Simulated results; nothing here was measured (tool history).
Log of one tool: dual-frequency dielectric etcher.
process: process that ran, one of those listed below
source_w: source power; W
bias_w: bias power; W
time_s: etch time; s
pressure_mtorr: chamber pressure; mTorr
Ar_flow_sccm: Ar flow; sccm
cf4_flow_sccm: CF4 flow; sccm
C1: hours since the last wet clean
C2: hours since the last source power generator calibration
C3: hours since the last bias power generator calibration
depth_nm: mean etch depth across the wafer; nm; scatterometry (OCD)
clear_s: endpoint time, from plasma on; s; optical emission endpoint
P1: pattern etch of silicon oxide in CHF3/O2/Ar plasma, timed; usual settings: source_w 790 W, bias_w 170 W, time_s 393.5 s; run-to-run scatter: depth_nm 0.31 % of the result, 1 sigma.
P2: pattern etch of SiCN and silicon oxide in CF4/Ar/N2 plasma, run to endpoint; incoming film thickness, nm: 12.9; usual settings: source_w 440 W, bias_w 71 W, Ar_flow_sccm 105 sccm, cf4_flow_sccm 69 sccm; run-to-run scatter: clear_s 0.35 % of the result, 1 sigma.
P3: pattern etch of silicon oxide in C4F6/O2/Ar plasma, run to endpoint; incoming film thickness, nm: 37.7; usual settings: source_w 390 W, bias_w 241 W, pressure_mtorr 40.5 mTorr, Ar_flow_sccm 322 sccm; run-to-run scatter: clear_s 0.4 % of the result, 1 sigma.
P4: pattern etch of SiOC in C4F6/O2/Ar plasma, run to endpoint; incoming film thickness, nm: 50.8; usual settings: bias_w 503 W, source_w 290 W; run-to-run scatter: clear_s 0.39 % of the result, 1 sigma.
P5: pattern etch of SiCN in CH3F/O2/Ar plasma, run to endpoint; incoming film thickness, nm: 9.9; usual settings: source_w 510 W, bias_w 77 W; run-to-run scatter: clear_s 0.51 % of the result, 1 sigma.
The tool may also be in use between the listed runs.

{"run": 1, "hour": 4.2, "process": "P1", "source_w": 790, "bias_w": 170, "time_s": 393.5, "C1": 77.2, "C2": 1187.9, "C3": 2043.9, "depth_nm": 828.11}
{"run": 2, "hour": 9.7, "process": "P4", "source_w": 290, "bias_w": 503, "C1": 82.7, "C2": 1193.4, "C3": 2049.4, "clear_s": 19.578}
{"run": 3, "hour": 17.4, "process": "P4", "source_w": 220, "bias_w": 503, "C1": 90.4, "C2": 1201.1, "C3": 2057.1, "clear_s": 21.635}
{"run": 4, "hour": 23.8, "process": "P3", "source_w": 550, "bias_w": 241, "pressure_mtorr": 40.5, "Ar_flow_sccm": 322, "C1": 96.8, "C2": 1207.5, "C3": 2063.5, "clear_s": 9.8936}
{"hour": 26.4, "done": "source power generator calibrated"}
{"run": 5, "hour": 28.1, "process": "P5", "source_w": 330, "bias_w": 77, "C1": 101.1, "C2": 1.8, "C3": 2067.8, "clear_s": 27.79}
{"run": 6, "hour": 35.1, "process": "P1", "source_w": 790, "bias_w": 224, "time_s": 393.5, "C1": 108.1, "C2": 8.8, "C3": 2074.8, "depth_nm": 910.67}
{"run": 7, "hour": 42.6, "process": "P1", "source_w": 790, "bias_w": 170, "time_s": 393.5, "C1": 115.6, "C2": 16.3, "C3": 2082.3, "depth_nm": 824.9}
{"run": 8, "hour": 47.0, "process": "P5", "source_w": 510, "bias_w": 77, "C1": 120, "C2": 20.7, "C3": 2086.7, "clear_s": 24.052}
{"run": 9, "hour": 52.5, "process": "P1", "source_w": 790, "bias_w": 170, "time_s": 530.5, "C1": 125.5, "C2": 26.2, "C3": 2092.2, "depth_nm": 1113.2}
{"run": 10, "hour": 57.4, "process": "P1", "source_w": 790, "bias_w": 170, "time_s": 393.5, "C1": 130.4, "C2": 31.1, "C3": 2097.1, "depth_nm": 824.41}
{"run": 11, "hour": 63.5, "process": "P2", "source_w": 440, "bias_w": 86, "Ar_flow_sccm": 105, "cf4_flow_sccm": 69, "C1": 136.5, "C2": 37.2, "C3": 2103.2, "clear_s": 14.49}
{"run": 12, "hour": 68.0, "process": "P1", "source_w": 790, "bias_w": 118, "time_s": 393.5, "C1": 141, "C2": 41.7, "C3": 2107.7, "depth_nm": 735.4}
{"run": 13, "hour": 74.7, "process": "P1", "source_w": 790, "bias_w": 202, "time_s": 243, "C1": 147.7, "C2": 48.4, "C3": 2114.4, "depth_nm": 540.07}
{"run": 14, "hour": 80.1, "process": "P2", "source_w": 620, "bias_w": 71, "Ar_flow_sccm": 105, "cf4_flow_sccm": 69, "C1": 153.1, "C2": 53.8, "C3": 2119.8, "clear_s": 11.411}
{"run": 15, "hour": 84.7, "process": "P2", "source_w": 440, "bias_w": 71, "Ar_flow_sccm": 136, "cf4_flow_sccm": 69, "C1": 157.7, "C2": 58.4, "C3": 2124.4, "clear_s": 16.246}
{"run": 16, "hour": 92.4, "process": "P1", "source_w": 470, "bias_w": 170, "time_s": 393.5, "C1": 165.4, "C2": 66.1, "C3": 2132.1, "depth_nm": 672.2}
{"run": 17, "hour": 96.8, "process": "P1", "source_w": 790, "bias_w": 170, "time_s": 221.5, "C1": 169.8, "C2": 70.5, "C3": 2136.5, "depth_nm": 464.94}
{"run": 18, "hour": 100.4, "process": "P3", "source_w": 390, "bias_w": 241, "pressure_mtorr": 40.5, "Ar_flow_sccm": 322, "C1": 173.4, "C2": 74.1, "C3": 2140.1, "clear_s": 11.159}
{"run": 19, "hour": 105.2, "process": "P1", "source_w": 790, "bias_w": 170, "time_s": 393.5, "C1": 178.2, "C2": 78.9, "C3": 2144.9, "depth_nm": 823.89}
{"run": 20, "hour": 112.5, "process": "P4", "source_w": 290, "bias_w": 302, "C1": 185.5, "C2": 86.2, "C3": 2152.2, "clear_s": 23.49}
{"run": 21, "hour": 116.1, "process": "P2", "source_w": 440, "bias_w": 71, "Ar_flow_sccm": 105, "cf4_flow_sccm": 93, "C1": 189.1, "C2": 89.8, "C3": 2155.8, "clear_s": 14.862}
{"run": 22, "hour": 122.9, "process": "P3", "source_w": 390, "bias_w": 241, "pressure_mtorr": 40.5, "Ar_flow_sccm": 439, "C1": 195.9, "C2": 96.6, "C3": 2162.6, "clear_s": 11.634}
{"run": 23, "hour": 127.1, "process": "P3", "source_w": 390, "bias_w": 241, "pressure_mtorr": 32.5, "Ar_flow_sccm": 322, "C1": 200.1, "C2": 100.8, "C3": 2166.8, "clear_s": 10.972}
{"run": 24, "hour": 134.0, "process": "P5", "source_w": 510, "bias_w": 97, "C1": 207, "C2": 107.7, "C3": 2173.7, "clear_s": 21.967}
{"run": 25, "hour": 140.8, "process": "P2", "source_w": 440, "bias_w": 71, "Ar_flow_sccm": 105, "cf4_flow_sccm": 69, "C1": 213.8, "C2": 114.5, "C3": 2180.5, "clear_s": 15.584}
{"run": 26, "hour": 146.6, "process": "P3", "source_w": 390, "bias_w": 295, "pressure_mtorr": 40.5, "Ar_flow_sccm": 322, "C1": 219.6, "C2": 120.3, "C3": 2186.3, "clear_s": 10.486}
{"run": 27, "hour": 153.5, "process": "P1", "source_w": 1050, "bias_w": 170, "time_s": 393.5, "C1": 226.5, "C2": 127.2, "C3": 2193.2, "depth_nm": 922.97}
{"run": 28, "hour": 158.0, "process": "P1", "source_w": 790, "bias_w": 170, "time_s": 393.5, "C1": 231, "C2": 131.7, "C3": 2197.7, "depth_nm": 830.05}
{"run": 29, "hour": 164.5, "process": "P1", "source_w": 790, "bias_w": 170, "time_s": 393.5, "C1": 237.5, "C2": 138.2, "C3": 2204.2, "depth_nm": 815.38}
{"run": 30, "hour": 169.0, "process": "P1", "source_w": 790, "bias_w": 170, "time_s": 393.5, "C1": 242, "C2": 142.7, "C3": 2208.7, "depth_nm": 815.71}
{"run": 31, "hour": 174.7, "process": "P1", "source_w": 790, "bias_w": 170, "time_s": 393.5, "C1": 247.7, "C2": 148.4, "C3": 2214.4, "depth_nm": 812.04}
{"hour": 178.0, "done": "wet clean of the chamber"}
{"run": 32, "hour": 178.4, "process": "P1", "source_w": 790, "bias_w": 170, "time_s": 393.5, "C1": 0.4, "C2": 152.1, "C3": 2218.1, "depth_nm": 808.52}
{"run": 33, "hour": 184.1, "process": "P1", "source_w": 790, "bias_w": 170, "time_s": 393.5, "C1": 6.1, "C2": 157.8, "C3": 2223.8, "depth_nm": 811.68}
{"run": 34, "hour": 189.8, "process": "P1", "source_w": 790, "bias_w": 170, "time_s": 393.5, "C1": 11.8, "C2": 163.5, "C3": 2229.5, "depth_nm": 813.66}

What P1 gives has crept away from where it was. These 2 causes fit the log equally well, each at the size given:
A: source power that arrives under what is set, % = 3.99
B: bias power that arrives under what is set, % = 4.73
The creep began at about hour 158.
Why every other cause is out:
chamber walls in a state that lowers the etch rate, %: serviced at hour 178, which brought nothing back

4 check runs are offered, each on 2 wafers whose results are averaged, their results left as question marks. Which one tells the causes apart?
{"run": "check 1", "hour": 195.5, "process": "P4", "source_w": 230, "bias_w": 503, "clear_s": "?"}
{"run": "check 2", "hour": 195.5, "process": "P3", "source_w": 480, "bias_w": 241, "pressure_mtorr": 40.5, "Ar_flow_sccm": 433, "clear_s": "?"}
{"run": "check 3", "hour": 195.5, "process": "P5", "source_w": 420, "bias_w": 89, "clear_s": "?"}
{"run": "check 4", "hour": 195.5, "process": "P2", "source_w": 440, "bias_w": 71, "Ar_flow_sccm": 105, "cf4_flow_sccm": 91, "clear_s": "?"}

What each check would give under each cause:
check=check_1 result=clear_s if_A=21.598 if_B=21.677
check=check_2 result=clear_s if_A=10.886 if_B=10.89
check=check_3 result=clear_s if_A=24.713 if_B=24.778
check=check_4 result=clear_s if_A=15.44 if_B=15.129
How far apart the two closest causes lie, in the result that separates them most: check 1 0.36 %; check 2 0.03 %; check 3 0.26 %; check 4 2.03 %
Only check 4 tells the causes apart: in the others they would give nearly the same result.

Then check 4 was run and gave: clear_s 15.124 s. Which cause is it?

It is B: bias power that arrives under what is set, %.
